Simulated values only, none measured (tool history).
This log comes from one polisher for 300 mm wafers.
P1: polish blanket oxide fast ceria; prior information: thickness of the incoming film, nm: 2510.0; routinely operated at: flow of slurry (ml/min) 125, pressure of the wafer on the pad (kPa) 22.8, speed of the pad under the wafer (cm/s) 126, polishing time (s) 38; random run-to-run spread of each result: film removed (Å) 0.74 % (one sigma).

run   hour  flow of slurry (ml/min)  pressure of the wafer on the pad (kPa)  speed of the pad under the wafer (cm/s)  polishing time (s)  wafers polished on this pad  hours since the slurry nozzle was cleaned  hours since the head pressure was calibrated  film removed (Å)
  1   18.4                      125                                    22.8                                      126                  38                          993                                      398.2                                         367.9            9561.8
  2     35                      125                                    22.8                                      126                  60                         1215                                      414.8                                         384.5             15190
  3   48.6                      125                                    10.3                                      126                  38                         1396                                      428.4                                         398.1            4296.7
  4     62                      180                                    22.8                                      126                  38                         1575                                      441.8                                         411.5             10019
  5   78.4                       75                                    16.5                                      126                  38                         1794                                      458.2                                         427.9            6062.9
  6   93.9                      125                                    22.8                                      126                  26                         2001                                      473.7                                         443.4            6600.8
  7  112.2                       75                                    22.8                                      126                  38                         2245                                        492                                         461.7            8395.3
  8  129.2                      125                                    34.5                                      126                  38                         2472                                        509                                         478.7             14344
  9  145.3                      125                                    22.8                                      126                  38                         2687                                      525.1                                         494.8            9511.7
 10  159.9                      125                                    22.8                                       66                  38                         2882                                      539.7                                         509.4            4966.8
 11  174.4                      125                                    22.8                                       98                  55                         3076                                      554.2                                         523.9             10634
 12  193.1                      125                                    22.8                                      188                  38                         3325                                      572.9                                         542.6             14230
 13  211.9                       75                                    22.8                                      196                  38                         3576                                      591.7                                         561.4             12749
 14  228.2                      125                                    22.8                                      126                  38                         3794                                        608                                         577.7            9441.1
 15  242.7                      125                                    22.8                                      126                  38                         3988                                      622.5                                         592.2            9487.6
 16    254                      125                                    22.8                                      126                  38                         4138                                      633.8                                         603.5              9582
 17    267                      125                                    22.8                                      126                  38                         4312                                      646.8                                         616.5            9608.8
 18    277                      125                                    22.8                                      126                  38                         4445                                      656.8                                         626.5              9515
 19  288.8                      125                                    22.8                                      126                  38                         4603                                      668.6                                         638.3            9294.8
 20  307.8                      125                                    22.8                                      126                  38                         4857                                      687.6                                         657.3            9123.6
 21  324.8                      125                                    22.8                                      126                  38                         5084                                      704.6                                         674.3            9089.1
 22    334                      125                                    22.8                                      126                  38                         5206                                      713.8                                         683.5            9003.7
 23  346.2                      125                                    22.8                                      126                  38                         5369                                        726                                         695.7            8955.9
 24  360.8                      125                                    22.8                                      126                  38                         5564                                      740.6                                         710.3            8881.2
     375.3  -- worn pad replaced by a new one
 25  375.7                      125                                    22.8                                      126                  38                            5                                      755.5                                         725.2            8902.6
 26  394.5                      125                                    22.8                                      126                  38                          256                                      774.3                                           744            8911.7
 27  403.6                      125                                    22.8                                      126                  38                          377                                      783.4                                         753.1            8897.6
 28  413.2                      125                                    22.8                                      126                  38                          505                                        793                                         762.7            8827.6

P1 no longer gives what it gave before; its output has crept away from where it was. The following 2 causes, each at its listed size, fit the log equally well:
A: head's pressure below its setpoint, % = 7.2
B: slurry flow missing at the pad, % = 27.2
At approximately hour 277, the process output began to creep.
Ruled out, with reasons:
removal rate lost through wear of the pad, %: serviced at hour 375.3, after the drift had started, without restoring the earlier output

Of the 4 check runs below, each run on 5 wafers with the results averaged and each result still a question mark, which one would tell the listed causes apart?
check 1  422.8                      125                                    34.5                                      186                  38                                                                                                                                       ?
check 2  422.8                      125                                    22.8                                       92                  59                                                                                                                                       ?
check 3  422.8                       85                                    22.8                                      126                  26                                                                                                                                       ?
check 4  422.8                      125                                    22.8                                       70                  38                                                                                                                                       ?

Check results expected under each cause:
  check            result    if A    if B
check 1  film removed (Å)   19763   19762
check 2  film removed (Å)   10017   10016
check 3  film removed (Å)  5504.5  5343.2
check 4  film removed (Å)    4909  4908.6
How far apart the two closest causes lie, in the result that separates them most: check 1 0.01 %; check 2 0.01 %; check 3 2.97 %; check 4 0.01 %
Only in check 3 would the causes give clearly different results; in the remaining checks their results would be nearly the same.

With check 3 done, the readings were: film removed (Å) 5312. Identify which of the listed causes applies.

The correct cause is B, namely: slurry flow missing at the pad, %.
